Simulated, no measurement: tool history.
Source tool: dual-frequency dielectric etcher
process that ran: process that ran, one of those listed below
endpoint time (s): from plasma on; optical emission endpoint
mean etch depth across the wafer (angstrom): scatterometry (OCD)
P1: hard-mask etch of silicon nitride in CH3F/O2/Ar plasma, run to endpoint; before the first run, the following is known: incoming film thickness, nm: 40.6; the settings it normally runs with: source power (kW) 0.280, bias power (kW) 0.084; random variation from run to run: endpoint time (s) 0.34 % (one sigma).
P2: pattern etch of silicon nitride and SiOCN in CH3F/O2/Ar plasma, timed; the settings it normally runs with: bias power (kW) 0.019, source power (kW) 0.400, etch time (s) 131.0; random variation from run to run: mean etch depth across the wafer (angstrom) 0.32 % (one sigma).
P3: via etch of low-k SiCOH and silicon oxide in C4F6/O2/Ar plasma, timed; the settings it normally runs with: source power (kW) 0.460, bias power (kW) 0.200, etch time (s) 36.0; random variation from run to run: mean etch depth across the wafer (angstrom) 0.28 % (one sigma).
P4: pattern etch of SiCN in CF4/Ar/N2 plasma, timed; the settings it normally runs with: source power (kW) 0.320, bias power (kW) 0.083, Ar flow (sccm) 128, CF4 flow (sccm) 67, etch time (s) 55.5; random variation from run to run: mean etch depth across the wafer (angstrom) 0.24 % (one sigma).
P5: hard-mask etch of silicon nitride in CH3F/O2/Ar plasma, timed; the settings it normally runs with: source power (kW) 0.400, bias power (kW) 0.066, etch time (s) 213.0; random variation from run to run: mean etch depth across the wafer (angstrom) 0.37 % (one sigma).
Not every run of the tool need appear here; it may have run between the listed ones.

run,hour,process that ran,source power (kW),bias power (kW),Ar flow (sccm),CF4 flow (sccm),etch time (s),hours since the last wet clean,hours since the last source power generator calibration,hours since the last bias power generator calibration,endpoint time (s),mean etch depth across the wafer (angstrom)
1,3.9,P1,0.280,0.084,,,,248.3,778.3,2517.2,63.408,
2,9.5,P1,0.380,0.084,,,,253.9,783.9,2522.8,56.857,
3,14.0,P4,0.320,0.083,158,67,55.5,258.4,788.4,2527.3,,345.36
4,22.0,P2,0.400,0.019,,,95.0,266.4,796.4,2535.3,,119.09
5,28.7,P3,0.270,0.200,,,36.0,273.1,803.1,2542.0,,834.25
6,35.6,P4,0.320,0.083,128,67,72.5,280.0,810.0,2548.9,,466.79
7,43.4,P3,0.460,0.131,,,36.0,287.8,817.8,2556.7,,902.35
8,48.2,P4,0.320,0.055,128,67,55.5,292.6,822.6,2561.5,,306.82
9,54.1,P4,0.240,0.083,128,67,55.5,298.5,828.5,2567.4,,277.58
10,61.6,P5,0.400,0.066,,,213.0,306.0,836.0,2574.9,,1427.90
11,66.7,P1,0.280,0.084,,,,311.1,841.1,2580.0,63.218,
12,75.7,P1,0.350,0.052,,,,320.1,850.1,2589.0,68.848,
13,83.5,P1,0.280,0.084,,,,327.9,857.9,2596.8,63.439,
14,90.3,P5,0.510,0.066,,,213.0,334.7,864.7,2603.6,,1563.80
15,99.0,P1,0.280,0.084,,,,343.4,873.4,2612.3,63.230,
16,106.9,P1,0.180,0.111,,,,351.3,881.3,2620.2,66.876,
17,114.0,P1,0.280,0.109,,,,358.4,888.4,2627.3,57.440,
18,119.1,P3,0.460,0.200,,,53.0,363.5,893.5,2632.4,,1508.30
19,124.9,P5,0.400,0.084,,,213.0,369.3,899.3,2638.2,,1553.20
20,129.8,P1,0.280,0.051,,,,374.2,904.2,2643.1,75.254,
21,138.3,P2,0.400,0.019,,,131.0,382.7,912.7,2651.6,,163.61
22,145.0,P4,0.320,0.083,128,82,55.5,389.4,919.4,2658.3,,367.06
23,151.7,P2,0.530,0.019,,,131.0,396.1,926.1,2665.0,,181.14

Run 24 is up next; what results do you expect?
24,157.9,P5,0.400,0.066,,,305.0,402.3,932.3,2671.2,,?

mean etch depth across the wafer (angstrom): 2046.20
